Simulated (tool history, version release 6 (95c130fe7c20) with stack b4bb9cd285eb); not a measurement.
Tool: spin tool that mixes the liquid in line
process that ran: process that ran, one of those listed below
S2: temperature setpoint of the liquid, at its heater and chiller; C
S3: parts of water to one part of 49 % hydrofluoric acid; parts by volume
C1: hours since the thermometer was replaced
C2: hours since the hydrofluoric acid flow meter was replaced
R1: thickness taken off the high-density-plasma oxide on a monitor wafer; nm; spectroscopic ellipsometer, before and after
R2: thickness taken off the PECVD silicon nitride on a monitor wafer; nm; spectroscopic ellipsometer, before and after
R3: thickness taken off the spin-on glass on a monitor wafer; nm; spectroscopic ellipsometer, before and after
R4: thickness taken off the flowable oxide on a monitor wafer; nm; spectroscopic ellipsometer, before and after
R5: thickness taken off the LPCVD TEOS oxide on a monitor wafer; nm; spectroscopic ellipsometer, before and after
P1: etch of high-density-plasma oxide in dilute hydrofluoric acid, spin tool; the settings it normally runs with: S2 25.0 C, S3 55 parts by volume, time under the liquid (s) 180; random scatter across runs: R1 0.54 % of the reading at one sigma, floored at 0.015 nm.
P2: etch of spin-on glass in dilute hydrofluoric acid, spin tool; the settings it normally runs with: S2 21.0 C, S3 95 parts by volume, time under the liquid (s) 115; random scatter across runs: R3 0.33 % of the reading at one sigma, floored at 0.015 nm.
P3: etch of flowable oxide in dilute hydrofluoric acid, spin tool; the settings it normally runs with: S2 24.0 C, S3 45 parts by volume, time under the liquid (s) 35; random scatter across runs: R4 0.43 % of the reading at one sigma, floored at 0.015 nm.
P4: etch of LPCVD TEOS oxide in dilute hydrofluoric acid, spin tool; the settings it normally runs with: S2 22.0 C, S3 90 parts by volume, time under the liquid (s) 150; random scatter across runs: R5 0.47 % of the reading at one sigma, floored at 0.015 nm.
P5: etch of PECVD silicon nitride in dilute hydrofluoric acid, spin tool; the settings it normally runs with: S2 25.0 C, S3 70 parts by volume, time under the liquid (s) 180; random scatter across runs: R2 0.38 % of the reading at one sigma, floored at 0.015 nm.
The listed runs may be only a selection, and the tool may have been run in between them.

Run 1, day 0.171: process that ran P1, S2 25.0 C, S3 55 parts by volume, time under the liquid (s) 180; C1 664.4; C2 475.4. Result: R1 18.5910 nm.
Run 2, day 0.325: process that ran P5, S2 25.0 C, S3 70 parts by volume, time under the liquid (s) 180; C1 668.1; C2 479.1. Result: R2 7.0471 nm.
Run 3, day 0.471: process that ran P5, S2 32.0 C, S3 70 parts by volume, time under the liquid (s) 180; C1 671.6; C2 482.6. Result: R2 11.1130 nm.
Run 4, day 0.617: process that ran P1, S2 25.0 C, S3 20 parts by volume, time under the liquid (s) 180; C1 675.1; C2 486.1. Result: R1 53.6740 nm.
Run 5, day 0.779: process that ran P2, S2 21.0 C, S3 95 parts by volume, time under the liquid (s) 115; C1 679.0; C2 490.0. Result: R3 50.058 nm.
Run 6, day 0.896: process that ran P3, S2 24.0 C, S3 75 parts by volume, time under the liquid (s) 35; C1 681.8; C2 492.8. Result: R4 20.356 nm.
Run 7, day 1.050: process that ran P3, S2 24.0 C, S3 45 parts by volume, time under the liquid (s) 35; C1 685.5; C2 496.5. Result: R4 35.465 nm.
Run 8, day 1.208: process that ran P3, S2 24.0 C, S3 45 parts by volume, time under the liquid (s) 50; C1 689.3; C2 500.3. Result: R4 50.370 nm.
Run 9, day 1.392: process that ran P5, S2 25.0 C, S3 35 parts by volume, time under the liquid (s) 180; C1 693.7; C2 504.7. Result: R2 13.8290 nm.
Run 10, day 1.517: process that ran P4, S2 22.0 C, S3 90 parts by volume, time under the liquid (s) 270; C1 696.7; C2 507.7. Result: R5 46.067 nm.
Run 11, day 1.675: process that ran P4, S2 17.0 C, S3 90 parts by volume, time under the liquid (s) 150; C1 700.5; C2 511.5. Result: R5 20.912 nm.
Run 12, day 1.804: process that ran P2, S2 21.0 C, S3 140 parts by volume, time under the liquid (s) 115; C1 703.6; C2 514.6. Result: R3 32.219 nm.
Run 13, day 1.954: process that ran P4, S2 22.0 C, S3 90 parts by volume, time under the liquid (s) 150; C1 707.2; C2 518.2. Result: R5 25.623 nm.
Run 14, day 2.179: process that ran P1, S2 25.0 C, S3 90 parts by volume, time under the liquid (s) 180; C1 712.6; C2 523.6. Result: R1 10.7880 nm.
Run 15, day 2.296: process that ran P4, S2 22.0 C, S3 155 parts by volume, time under the liquid (s) 150; C1 715.4; C2 526.4. Result: R5 13.812 nm.
Run 16, day 2.429: process that ran P1, S2 33.0 C, S3 55 parts by volume, time under the liquid (s) 180; C1 718.6; C2 529.6. Result: R1 25.4150 nm.
Run 17, day 2.596: process that ran P1, S2 25.0 C, S3 55 parts by volume, time under the liquid (s) 180; C1 722.6; C2 533.6. Result: R1 18.5150 nm.
Run 18, day 2.746: process that ran P1, S2 25.0 C, S3 55 parts by volume, time under the liquid (s) 45; C1 726.2; C2 537.2. Result: R1 4.6593 nm.
Run 19, day 2.879: process that ran P5, S2 25.0 C, S3 70 parts by volume, time under the liquid (s) 40; C1 729.4; C2 540.4. Result: R2 1.5473 nm.
Run 20, day 2.996: process that ran P2, S2 17.0 C, S3 95 parts by volume, time under the liquid (s) 115; C1 732.2; C2 543.2. Result: R3 42.167 nm.
Run 21, day 3.100: process that ran P2, S2 21.0 C, S3 95 parts by volume, time under the liquid (s) 115; C1 734.7; C2 545.7. Result: R3 49.813 nm.
Run 22, day 3.267: process that ran P3, S2 17.0 C, S3 45 parts by volume, time under the liquid (s) 35; C1 738.7; C2 549.7. Result: R4 26.445 nm.
Run 23, day 3.375: process that ran P1, S2 25.0 C, S3 55 parts by volume, time under the liquid (s) 305; C1 741.3; C2 552.3. Result: R1 31.1390 nm.
Run 24, day 3.596: process that ran P3, S2 24.0 C, S3 45 parts by volume, time under the liquid (s) 35; C1 746.6; C2 557.6. Result: R4 35.444 nm.
Run 25, day 3.812: process that ran P4, S2 22.0 C, S3 90 parts by volume, time under the liquid (s) 150; C1 751.8; C2 562.8. Result: R5 25.537 nm.
Run 26, day 3.954: process that ran P1, S2 25.0 C, S3 55 parts by volume, time under the liquid (s) 180; C1 755.2; C2 566.2. Result: R1 18.4840 nm.
Run 27, day 4.142: process that ran P2, S2 21.0 C, S3 95 parts by volume, time under the liquid (s) 50; C1 759.7; C2 570.7. Result: R3 21.649 nm.
Run 28, day 4.304: process that ran P1, S2 25.0 C, S3 55 parts by volume, time under the liquid (s) 180; C1 763.6; C2 574.6. Result: R1 18.3780 nm.
Run 29, day 4.421: process that ran P1, S2 25.0 C, S3 55 parts by volume, time under the liquid (s) 180; C1 766.4; C2 577.4. Result: R1 18.4320 nm.
Run 30, day 4.638: process that ran P1, S2 29.5 C, S3 20 parts by volume, time under the liquid (s) 180; C1 771.6; C2 582.6. Result: R1 64.3080 nm.
Run 31, day 4.858: process that ran P1, S2 18.0 C, S3 55 parts by volume, time under the liquid (s) 180; C1 776.9; C2 587.9. Result: R1 13.7640 nm.

Run 32 has not been measured yet. What should we expect?
Run 32, day 5.054: process that ran P1, S2 25.0 C, S3 55 parts by volume, time under the liquid (s) 180; C1 781.6; C2 592.6. Result: R1 ?.

Run 32 measured R1 18.5470 nm.
